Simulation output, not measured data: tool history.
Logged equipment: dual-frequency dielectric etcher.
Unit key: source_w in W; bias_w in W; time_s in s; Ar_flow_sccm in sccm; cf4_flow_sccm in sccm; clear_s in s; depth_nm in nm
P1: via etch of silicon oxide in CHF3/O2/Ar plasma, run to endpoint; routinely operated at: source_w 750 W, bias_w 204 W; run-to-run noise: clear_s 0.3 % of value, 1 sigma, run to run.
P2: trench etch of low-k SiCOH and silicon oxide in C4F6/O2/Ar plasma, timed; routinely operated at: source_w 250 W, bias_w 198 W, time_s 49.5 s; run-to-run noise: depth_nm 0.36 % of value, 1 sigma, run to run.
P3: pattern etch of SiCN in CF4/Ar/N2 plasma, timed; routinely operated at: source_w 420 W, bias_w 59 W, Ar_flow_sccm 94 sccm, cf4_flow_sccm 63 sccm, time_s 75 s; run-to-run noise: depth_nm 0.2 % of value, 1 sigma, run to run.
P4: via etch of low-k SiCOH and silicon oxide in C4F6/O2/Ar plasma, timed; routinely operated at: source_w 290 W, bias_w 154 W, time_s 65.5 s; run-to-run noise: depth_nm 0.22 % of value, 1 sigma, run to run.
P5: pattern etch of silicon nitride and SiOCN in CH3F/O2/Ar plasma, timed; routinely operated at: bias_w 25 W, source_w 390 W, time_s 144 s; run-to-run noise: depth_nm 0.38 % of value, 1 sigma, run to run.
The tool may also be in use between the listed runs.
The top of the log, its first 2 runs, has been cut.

run,hour,process,source_w,bias_w,time_s,Ar_flow_sccm,cf4_flow_sccm,hours since the last wet clean,hours since the last source power generator calibration,hours since the last bias power generator calibration,clear_s,depth_nm
3,33.4,P1,910,204,,,,467.4,604.2,922.6,297.82,
# hour 42.2: source power generator calibrated
4,45.6,P1,750,204,,,,479.6,3.4,934.8,322.32,
5,55.8,P2,250,132,49.5,,,489.8,13.6,945,,122.69
6,63.5,P1,750,259,,,,497.5,21.3,952.7,295.1,
7,72.1,P2,250,198,70.5,,,506.1,29.9,961.3,,197.52
8,79.7,P1,480,128,,,,513.7,37.5,968.9,439.36,
9,89.2,P4,290,154,90.5,,,523.2,47,978.4,,213.76
10,95.8,P1,750,123,,,,529.8,53.6,985,376.04,
11,108.9,P3,420,59,105.5,94,63,542.9,66.7,998.1,,78.444
12,122.3,P3,420,36,75,94,63,556.3,80.1,1011.5,,47.672
13,128.3,P4,290,154,65.5,,,562.3,86.1,1017.5,,155.72
14,136.8,P4,290,186,65.5,,,570.8,94.6,1026,,164.51
15,149.1,P3,420,59,75,94,63,583.1,106.9,1038.3,,55.728
16,155.4,P3,420,59,75,121,63,589.4,113.2,1044.6,,53.368
17,163.4,P3,540,59,75,94,63,597.4,121.2,1052.6,,69.642
18,171.3,P1,750,204,,,,605.3,129.1,1060.5,318.84,
19,180.2,P5,260,25,144,,,614.2,138,1069.4,,17.514
20,190.3,P1,750,204,,,,624.3,148.1,1079.5,319.06,
21,203.5,P5,390,15,144,,,637.5,161.3,1092.7,,16.156
22,215,P5,390,25,82.5,,,649,172.8,1104.2,,11.544

What will run 23 give?
23,224,P3,420,59,75,94,63,658,181.8,1113.2,,?

depth_nm: 55.986 nm
